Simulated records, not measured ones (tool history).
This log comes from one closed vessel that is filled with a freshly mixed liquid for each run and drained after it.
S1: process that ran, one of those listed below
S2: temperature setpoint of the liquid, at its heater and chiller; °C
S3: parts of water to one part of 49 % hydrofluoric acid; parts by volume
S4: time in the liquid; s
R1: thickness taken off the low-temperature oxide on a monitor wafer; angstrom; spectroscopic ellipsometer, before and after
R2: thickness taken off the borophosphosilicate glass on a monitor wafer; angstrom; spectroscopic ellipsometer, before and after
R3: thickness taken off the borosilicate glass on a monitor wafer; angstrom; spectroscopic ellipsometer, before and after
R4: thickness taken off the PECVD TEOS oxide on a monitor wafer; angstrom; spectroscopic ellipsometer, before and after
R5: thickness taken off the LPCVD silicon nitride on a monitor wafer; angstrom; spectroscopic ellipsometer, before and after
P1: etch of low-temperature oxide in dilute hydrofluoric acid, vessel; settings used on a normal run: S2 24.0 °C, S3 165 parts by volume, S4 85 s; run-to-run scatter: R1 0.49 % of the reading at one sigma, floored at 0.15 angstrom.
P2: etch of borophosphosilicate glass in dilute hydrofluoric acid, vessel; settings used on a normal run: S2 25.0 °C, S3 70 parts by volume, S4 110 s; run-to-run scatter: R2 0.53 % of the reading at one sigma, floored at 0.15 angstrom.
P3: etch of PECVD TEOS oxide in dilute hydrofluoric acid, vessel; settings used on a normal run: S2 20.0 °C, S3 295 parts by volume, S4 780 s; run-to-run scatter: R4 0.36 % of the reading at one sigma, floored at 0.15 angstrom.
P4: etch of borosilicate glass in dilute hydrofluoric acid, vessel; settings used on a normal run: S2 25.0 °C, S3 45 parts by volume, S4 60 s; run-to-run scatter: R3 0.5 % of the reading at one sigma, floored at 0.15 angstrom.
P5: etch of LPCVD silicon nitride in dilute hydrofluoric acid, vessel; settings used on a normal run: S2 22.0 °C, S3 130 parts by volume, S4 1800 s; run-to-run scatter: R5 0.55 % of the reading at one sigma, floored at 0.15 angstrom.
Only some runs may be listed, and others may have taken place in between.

run,hour,S1,S2,S3,S4,R1,R2,R3,R4,R5
1,6.8,P1,24.0,165,85,69.695,,,,
2,13.0,P2,25.0,70,110,,473.71,,,
3,18.7,P1,24.0,165,125,102.220,,,,
4,25.8,P4,25.0,45,60,,,349.92,,
# hour 26.7: thermometer replaced
5,31.1,P3,20.0,295,780,,,,164.600,
6,35.2,P1,28.5,165,30,28.803,,,,
7,39.2,P1,24.0,60,130,330.490,,,,
8,43.0,P2,25.0,130,110,,233.31,,,
9,47.9,P5,22.0,230,1800,,,,,39.225
10,52.0,P4,25.0,45,30,,,174.83,,
11,56.4,P5,27.0,130,1800,,,,,95.147
12,60.5,P1,24.0,225,85,48.152,,,,
13,67.9,P1,24.0,70,85,183.010,,,,
14,74.4,P1,24.0,165,85,69.027,,,,
15,79.7,P2,19.0,70,110,,367.76,,,
16,85.2,P1,24.0,165,85,69.882,,,,
17,89.8,P2,25.0,70,185,,791.50,,,
18,93.8,P1,27.5,165,30,28.291,,,,
19,97.7,P5,22.0,130,1800,,,,,68.029
20,102.7,P3,20.0,295,100,,,,21.312,
21,108.7,P1,31.5,165,85,92.367,,,,
22,115.2,P5,22.0,130,2585,,,,,97.730
23,121.1,P1,19.0,165,85,56.432,,,,
24,124.6,P1,24.0,165,85,70.221,,,,
25,132.2,P1,24.0,165,85,69.660,,,,
26,135.6,P4,25.0,20,60,,,812.12,,
27,141.6,P3,26.5,295,780,,,,206.490,
28,144.9,P1,24.0,165,45,36.839,,,,
29,149.6,P4,31.0,45,60,,,443.91,,
30,156.5,P3,20.0,55,780,,,,1125.700,
31,163.5,P4,25.0,45,60,,,348.92,,
32,168.3,P1,24.0,165,85,69.187,,,,
33,171.8,P1,24.0,165,85,70.903,,,,
34,177.0,P1,24.0,165,85,71.740,,,,
35,184.0,P1,24.0,165,85,72.616,,,,
36,189.7,P1,24.0,165,85,72.681,,,,
37,193.7,P1,24.0,165,85,73.734,,,,
38,200.3,P1,24.0,165,85,73.818,,,,
39,205.5,P1,24.0,165,85,74.116,,,,

The output of P1 has drifted from where it used to be. Each of the 2 causes below, taken at the size shown beside it, accounts for the log equally well:
A: hydrofluoric acid flow above the setpoint (%) = 4.67
B: liquid hotter than its thermometer reads (K) = 1.44
The creep began at about hour 168.3.

Question marks stand in for the results of the 4 check runs listed below, each run on one wafer. Under which run would the listed causes show clearly different results?
check 1,210.7,P5,22.0,130,1800,,,,,?
check 2,210.7,P2,25.0,70,110,,?,,,
check 3,210.7,P4,25.0,45,60,,,?,,
check 4,210.7,P3,20.0,295,780,,,,?,

What each check would give under each cause:
check,result,if A,if B
check 1,R5,71.760,75.432
check 2,R2,497.17,501.06
check 3,R3,366.04,369.81
check 4,R4,174.060,173.150
Per-check spread between the two closest causes, in the result where they differ most: check 1 4.99 %; check 2 0.78 %; check 3 1.03 %; check 4 0.53 %
Check 1 is the one run that separates the causes; every other check would come out nearly the same whichever cause is at work.

Then check 1 was run and gave: R5 75.663 angstrom. Which cause is it?

The correct cause is B, namely: liquid hotter than its thermometer reads (K).
